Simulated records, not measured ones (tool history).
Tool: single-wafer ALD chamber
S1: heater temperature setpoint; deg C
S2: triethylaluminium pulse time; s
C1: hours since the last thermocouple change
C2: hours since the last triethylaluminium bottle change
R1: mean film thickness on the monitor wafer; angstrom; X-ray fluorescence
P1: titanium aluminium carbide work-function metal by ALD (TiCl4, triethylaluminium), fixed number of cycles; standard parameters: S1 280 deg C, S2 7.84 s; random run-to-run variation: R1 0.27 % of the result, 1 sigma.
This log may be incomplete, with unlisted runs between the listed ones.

run 1 hour=4.1 | S1=280 S2=7.84 | C1=160.0 C2=307.8 | R1=17.592
run 2 hour=8.8 | S1=280 S2=7.84 | C1=164.7 C2=312.5 | R1=17.625
run 3 hour=13.2 | S1=269 S2=7.84 | C1=169.1 C2=316.9 | R1=16.677
run 4 hour=15.5 | S1=280 S2=7.84 | C1=171.4 C2=319.2 | R1=17.566
run 5 hour=18.6 | S1=280 S2=12.92 | C1=174.5 C2=322.3 | R1=18.670
run 6 hour=22.1 | S1=258 S2=12.78 | C1=178.0 C2=325.8 | R1=16.741
run 7 hour=25.7 | S1=301 S2=7.84 | C1=181.6 C2=329.4 | R1=19.439
run 8 hour=29.9 | S1=280 S2=7.84 | C1=185.8 C2=333.6 | R1=17.592
run 9 hour=32.5 | S1=293 S2=5.53 | C1=188.4 C2=336.2 | R1=17.112
run 10 hour=36.4 | S1=280 S2=3.24 | C1=192.3 C2=340.1 | R1=12.761
run 11 hour=40.1 | S1=270 S2=3.19 | C1=196.0 C2=343.8 | R1=11.956
run 12 hour=45.0 | S1=280 S2=7.84 | C1=200.9 C2=348.7 | R1=17.688
run 13 hour=47.7 | S1=280 S2=7.84 | C1=203.6 C2=351.4 | R1=17.571
run 14 hour=51.3 | S1=280 S2=7.84 | C1=207.2 C2=355.0 | R1=17.474
run 15 hour=55.8 | S1=280 S2=7.84 | C1=211.7 C2=359.5 | R1=17.310
run 16 hour=58.2 | S1=280 S2=7.84 | C1=214.1 C2=361.9 | R1=17.341
run 17 hour=60.6 | S1=280 S2=7.84 | C1=216.5 C2=364.3 | R1=17.334
run 18 hour=63.4 | S1=280 S2=7.84 | C1=219.3 C2=367.1 | R1=17.208
run 19 hour=68.1 | S1=280 S2=7.84 | C1=224.0 C2=371.8 | R1=17.271
run 20 hour=71.2 | S1=280 S2=7.84 | C1=227.1 C2=374.9 | R1=17.195
run 21 hour=74.3 | S1=280 S2=7.84 | C1=230.2 C2=378.0 | R1=17.166
run 22 hour=77.2 | S1=280 S2=7.84 | C1=233.1 C2=380.9 | R1=17.163
run 23 hour=79.6 | S1=280 S2=7.84 | C1=235.5 C2=383.3 | R1=17.199
run 24 hour=84.5 | S1=280 S2=7.84 | C1=240.4 C2=388.2 | R1=17.195

The output of P1 has drifted from where it used to be. Each of the 2 causes below, taken at the size shown beside it, accounts for the log equally well:
A: wafer temperature below the value expected at the setpoint (K) = 5.27
B: triethylaluminium dose below that of a fresh bottle (%) = 10.9
The creep began at about hour 47.7.

Which of the 4 check runs listed below separates the causes, so that each cause would produce a clearly different result? Each run uses one wafer, and its results are marked with question marks.
run check 1 hour=89.4 | S1=291 S2=7.84 | R1=?
run check 2 hour=89.4 | S1=300 S2=3.74 | R1=?
run check 3 hour=89.4 | S1=298 S2=7.84 | R1=?
run check 4 hour=89.4 | S1=290 S2=7.84 | R1=?

Expected result of each check under each candidate cause:
check=check_1 result=R1 if_A=18.088 if_B=18.069
check=check_2 result=R1 if_A=14.628 if_B=14.112
check=check_3 result=R1 if_A=18.669 if_B=18.638
check=check_4 result=R1 if_A=18.006 if_B=17.988
Smallest distance between any two causes, each pair judged by its most separating result, in per cent: check 1 0.11 %; check 2 3.6 %; check 3 0.16 %; check 4 0.1 %
Of the check runs offered, only check 2 discriminates between the causes; the rest would read about the same regardless of which cause applies.

With check 2 done, the readings were: R1 14.129 angstrom. Identify which of the listed causes applies.

Of the candidate causes, it is B: triethylaluminium dose below that of a fresh bottle (%).
